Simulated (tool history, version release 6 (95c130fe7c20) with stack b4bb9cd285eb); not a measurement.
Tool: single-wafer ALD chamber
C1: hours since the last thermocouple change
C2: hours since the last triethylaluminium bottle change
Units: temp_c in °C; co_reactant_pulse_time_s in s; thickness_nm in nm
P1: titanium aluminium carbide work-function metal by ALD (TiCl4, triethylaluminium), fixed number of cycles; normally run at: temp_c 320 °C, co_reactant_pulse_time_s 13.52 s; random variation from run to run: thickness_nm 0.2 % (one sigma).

Run 1, hour 4.6: temp_c 320 °C, co_reactant_pulse_time_s 13.52 s; C1 1649.9; C2 704.7. Result: thickness_nm 2.2998 nm.
Run 2, hour 9.1: temp_c 320 °C, co_reactant_pulse_time_s 13.52 s; C1 1654.4; C2 709.2. Result: thickness_nm 2.3038 nm.
Run 3, hour 11.7: temp_c 298 °C, co_reactant_pulse_time_s 13.52 s; C1 1657.0; C2 711.8. Result: thickness_nm 2.1001 nm.
Run 4, hour 14.2: temp_c 320 °C, co_reactant_pulse_time_s 13.52 s; C1 1659.5; C2 714.3. Result: thickness_nm 2.3020 nm.
Run 5, hour 18.9: temp_c 320 °C, co_reactant_pulse_time_s 20.01 s; C1 1664.2; C2 719.0. Result: thickness_nm 2.3192 nm.
Run 6, hour 21.9: temp_c 320 °C, co_reactant_pulse_time_s 6.18 s; C1 1667.2; C2 722.0. Result: thickness_nm 2.0525 nm.
Run 7, hour 24.0: temp_c 320 °C, co_reactant_pulse_time_s 13.52 s; C1 1669.3; C2 724.1. Result: thickness_nm 2.3037 nm.
Run 8, hour 27.6: temp_c 341 °C, co_reactant_pulse_time_s 5.81 s; C1 1672.9; C2 727.7. Result: thickness_nm 2.1829 nm.
Run 9, hour 30.2: temp_c 320 °C, co_reactant_pulse_time_s 13.52 s; C1 1675.5; C2 730.3. Result: thickness_nm 2.3032 nm.
Run 10, hour 32.4: temp_c 320 °C, co_reactant_pulse_time_s 13.52 s; C1 1677.7; C2 732.5. Result: thickness_nm 2.3055 nm.
Run 11, hour 34.8: temp_c 342 °C, co_reactant_pulse_time_s 13.52 s; C1 1680.1; C2 734.9. Result: thickness_nm 2.5126 nm.
Run 12, hour 37.5: temp_c 320 °C, co_reactant_pulse_time_s 13.52 s; C1 1682.8; C2 737.6. Result: thickness_nm 2.3104 nm.
Run 13, hour 41.9: temp_c 320 °C, co_reactant_pulse_time_s 13.52 s; C1 1687.2; C2 742.0. Result: thickness_nm 2.3058 nm.

The next listed run, before its measurement:
Run 14, hour 45.2: temp_c 320 °C, co_reactant_pulse_time_s 13.52 s; C1 1690.5; C2 745.3. Result: thickness_nm ?.

{"run 14": {"thickness_nm": 2.2867}}

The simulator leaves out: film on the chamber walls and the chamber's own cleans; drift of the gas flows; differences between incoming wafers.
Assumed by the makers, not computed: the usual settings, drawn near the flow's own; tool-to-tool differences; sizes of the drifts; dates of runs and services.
